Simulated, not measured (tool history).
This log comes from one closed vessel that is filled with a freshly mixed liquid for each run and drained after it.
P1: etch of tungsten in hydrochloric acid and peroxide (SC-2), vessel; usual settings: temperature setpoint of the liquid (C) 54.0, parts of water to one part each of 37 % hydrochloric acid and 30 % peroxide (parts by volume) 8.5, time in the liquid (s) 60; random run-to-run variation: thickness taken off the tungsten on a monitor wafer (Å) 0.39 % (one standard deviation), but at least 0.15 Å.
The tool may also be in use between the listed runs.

run,hour,temperature setpoint of the liquid (C),parts of water to one part each of 37 % hydrochloric acid and 30 % peroxide (parts by volume),time in the liquid (s),thickness taken off the tungsten on a monitor wafer (Å)
1,14.2,54.0,8.5,60,162.490
2,21.0,54.0,8.5,60,162.410
3,30.7,65.5,8.5,30,168.950
4,40.4,54.0,8.5,60,162.910
5,52.4,54.0,14.0,60,106.400
6,61.7,70.5,8.5,60,453.540
7,73.2,54.0,8.5,110,297.260
8,85.7,54.0,13.0,30,57.343
# hour 87.3: new drum of peroxide connected
9,93.7,54.0,8.5,60,163.210
10,102.0,43.0,8.5,115,148.580
11,113.6,54.0,4.0,60,287.180
12,127.5,39.0,8.5,60,58.780
13,134.1,54.0,8.5,30,81.330
14,148.1,54.0,8.5,60,162.890
15,157.0,54.0,8.5,60,155.670
16,167.7,54.0,8.5,60,152.220
17,176.1,54.0,8.5,60,149.990
18,184.3,54.0,8.5,60,150.060
# hour 188.7: new drum of peroxide connected
19,197.9,54.0,8.5,60,148.430
20,209.2,54.0,8.5,60,148.310

The output of P1 has drifted from where it used to be. Each of the 2 causes below, taken at the size shown beside it, accounts for the log equally well:
A: liquid colder than its thermometer reads (K) = 1.36
B: chemicals flow below the setpoint (%) = 10.2
At approximately hour 148.1, the process output began to creep.
The rest of the possible causes, and what rules out each one:
peroxide weaker than its label (%): work on it at hour 188.7, done after the drift set in, did not restore what the process gave before

The list below offers 4 check runs, each averaging the results of 2 wafers, and shows each result as a question mark. For which of them would the listed causes give clearly different results?
check 1,220.5,68.0,8.5,105,?
check 2,220.5,66.0,8.5,30,?
check 3,220.5,54.0,14.0,35,?
check 4,220.5,44.5,4.0,60,?

Expected result of each check under each candidate cause:
check,result,if A,if B
check 1,thickness taken off the tungsten on a monitor wafer (Å),628.740,624.830
check 2,thickness taken off the tungsten on a monitor wafer (Å),159.120,158.280
check 3,thickness taken off the tungsten on a monitor wafer (Å),57.016,56.681
check 4,thickness taken off the tungsten on a monitor wafer (Å),137.170,140.130
Gap, in per cent, between the two causes that each check separates least, read from the result that separates them most: check 1 0.62 %; check 2 0.53 %; check 3 0.59 %; check 4 2.13 %
Check 4 tells the causes apart: in the others they would give nearly the same result.

Here is what check 4 returned: thickness taken off the tungsten on a monitor wafer (Å) 140.450. Which cause is it?

The cause is B: chemicals flow below the setpoint (%).

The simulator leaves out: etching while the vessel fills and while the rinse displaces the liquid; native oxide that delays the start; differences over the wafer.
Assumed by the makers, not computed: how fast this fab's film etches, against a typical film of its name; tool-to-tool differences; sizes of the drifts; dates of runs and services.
